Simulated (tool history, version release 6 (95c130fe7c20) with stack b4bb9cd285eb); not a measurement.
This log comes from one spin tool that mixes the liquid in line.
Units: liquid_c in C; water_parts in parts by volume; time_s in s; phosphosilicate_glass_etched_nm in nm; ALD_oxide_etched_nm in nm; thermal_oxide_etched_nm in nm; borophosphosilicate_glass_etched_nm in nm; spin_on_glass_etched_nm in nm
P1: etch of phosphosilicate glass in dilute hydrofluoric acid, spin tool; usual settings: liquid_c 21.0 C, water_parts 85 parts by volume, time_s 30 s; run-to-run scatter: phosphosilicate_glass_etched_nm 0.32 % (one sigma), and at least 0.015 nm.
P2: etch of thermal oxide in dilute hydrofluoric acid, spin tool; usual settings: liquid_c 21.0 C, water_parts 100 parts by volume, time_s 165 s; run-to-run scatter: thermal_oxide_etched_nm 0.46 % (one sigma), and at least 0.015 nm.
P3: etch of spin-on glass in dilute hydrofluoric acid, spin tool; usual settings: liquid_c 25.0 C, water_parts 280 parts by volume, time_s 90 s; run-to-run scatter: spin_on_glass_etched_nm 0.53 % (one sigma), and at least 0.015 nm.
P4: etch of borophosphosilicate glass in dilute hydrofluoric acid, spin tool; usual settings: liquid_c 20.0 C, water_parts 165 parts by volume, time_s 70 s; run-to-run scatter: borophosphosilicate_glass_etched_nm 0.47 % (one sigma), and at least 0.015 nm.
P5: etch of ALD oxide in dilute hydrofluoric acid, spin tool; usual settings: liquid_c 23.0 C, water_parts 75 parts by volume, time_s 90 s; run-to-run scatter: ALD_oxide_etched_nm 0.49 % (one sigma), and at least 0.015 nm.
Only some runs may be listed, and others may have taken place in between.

run	hour	process	liquid_c	water_parts	time_s	hours since the thermometer was replaced	hours since the hydrofluoric acid flow meter was replaced	phosphosilicate_glass_etched_nm	ALD_oxide_etched_nm	thermal_oxide_etched_nm	borophosphosilicate_glass_etched_nm	spin_on_glass_etched_nm
1	10.2	P1	21.0	85	30	1271.0	135.2	52.679				
2	19.2	P5	23.0	75	35	1280.0	144.2		9.998			
3	32.8	P5	23.0	75	90	1293.6	157.8		25.802			
4	44.9	P1	27.0	85	30	1305.7	169.9	66.753				
5	56.7	P1	21.0	85	55	1317.5	181.7	96.612				
6	67.0	P2	21.0	160	165	1327.8	192.0			3.9494		
7	81.0	P4	20.0	165	70	1341.8	206.0				14.802	
8	91.1	P3	25.0	280	90	1351.9	216.1					11.1450
9	104.7	P1	21.0	85	30	1365.5	229.7	52.832				
10	116.0	P1	17.0	85	30	1376.8	241.0	44.876				
11	125.7	P3	25.0	515	90	1386.5	250.7					4.8496
12	134.3	P1	21.0	50	30	1395.1	259.3	93.499				
13	140.4	P3	31.5	280	90	1401.2	265.4					14.0600
14	146.7	P5	29.5	75	90	1407.5	271.7		33.161			
15	160.2	P4	20.0	165	135	1421.0	285.2				28.593	
16	171.7	P2	29.0	100	165	1432.5	296.7			9.2883		
17	181.8	P4	20.0	165	70	1442.6	306.8				14.870	
18	195.6	P1	21.0	85	30	1456.4	320.6	52.664				
19	204.9	P1	21.0	145	30	1465.7	329.9	29.170				
20	217.6	P5	23.0	40	90	1478.4	342.6		50.080			
21	226.2	P3	25.0	280	15	1487.0	351.2					1.8586
22	233.0	P2	21.0	100	310	1493.8	358.0			12.6670		
23	241.1	P1	21.0	115	15	1501.9	366.1	18.821				
24	254.5	P1	21.0	85	30	1515.3	379.5	52.996				
25	261.5	P1	21.0	85	30	1522.3	386.5	52.838				
# hour 265.1: hydrofluoric acid flow meter replaced
26	274.7	P2	21.0	100	165	1535.5	9.7			6.7059		
27	282.7	P1	21.0	85	15	1543.5	17.7	26.395				
28	289.9	P4	27.5	165	70	1550.7	24.9				19.706	
29	296.2	P4	20.0	35	70	1557.0	31.2				80.415	
30	309.9	P1	21.0	85	30	1570.7	44.9	52.825				
31	322.5	P1	21.0	85	30	1583.3	57.5	54.442				
32	329.2	P1	21.0	85	30	1590.0	64.2	55.312				
33	338.6	P1	21.0	85	30	1599.4	73.6	55.890				
34	346.3	P1	21.0	85	30	1607.1	81.3	56.141				
35	352.8	P1	21.0	85	30	1613.6	87.8	56.617				
36	366.1	P1	21.0	85	30	1626.9	101.1	57.061				
37	376.1	P1	21.0	85	30	1636.9	111.1	57.040				
38	386.8	P1	21.0	85	30	1647.6	121.8	57.318				
39	399.8	P1	21.0	85	30	1660.6	134.8	57.404				
40	413.1	P1	21.0	85	30	1673.9	148.1	57.252				

P1 has crept away from where it was. The log is fitted equally well by each of these 2 causes, at the sizes shown:
A: liquid hotter than its thermometer reads (K) = 2.06
B: hydrofluoric acid flow above the setpoint (%) = 7.96
Onset of the creep was near hour 309.9.

Listed below are the offered check runs, one wafer per run, with question marks in place of results. For which of them would the causes give clearly different outcomes?
check 1	426.4	P4	20.0	95	135						?	
check 2	426.4	P5	28.0	75	45				?			
check 3	426.4	P2	28.5	100	165					?		
check 4	426.4	P3	25.0	495	90							?

Predicted outcomes, by check and by cause:
check	result	if A	if B
check 1	borophosphosilicate_glass_etched_nm	57.988	58.008
check 2	ALD_oxide_etched_nm	16.885	16.966
check 3	thermal_oxide_etched_nm	9.8239	9.9138
check 4	spin_on_glass_etched_nm	5.5412	5.7985
Per-check spread between the two closest causes, in the result where they differ most: check 1 0.03 %; check 2 0.48 %; check 3 0.91 %; check 4 4.54 %
Check 4 distinguishes between the causes, while the remaining checks would return nearly the same result for all of them.

Check 4 was then run and gave: spin_on_glass_etched_nm 5.8523 nm. Which cause is it?

Of the candidate causes, it is B: hydrofluoric acid flow above the setpoint (%).

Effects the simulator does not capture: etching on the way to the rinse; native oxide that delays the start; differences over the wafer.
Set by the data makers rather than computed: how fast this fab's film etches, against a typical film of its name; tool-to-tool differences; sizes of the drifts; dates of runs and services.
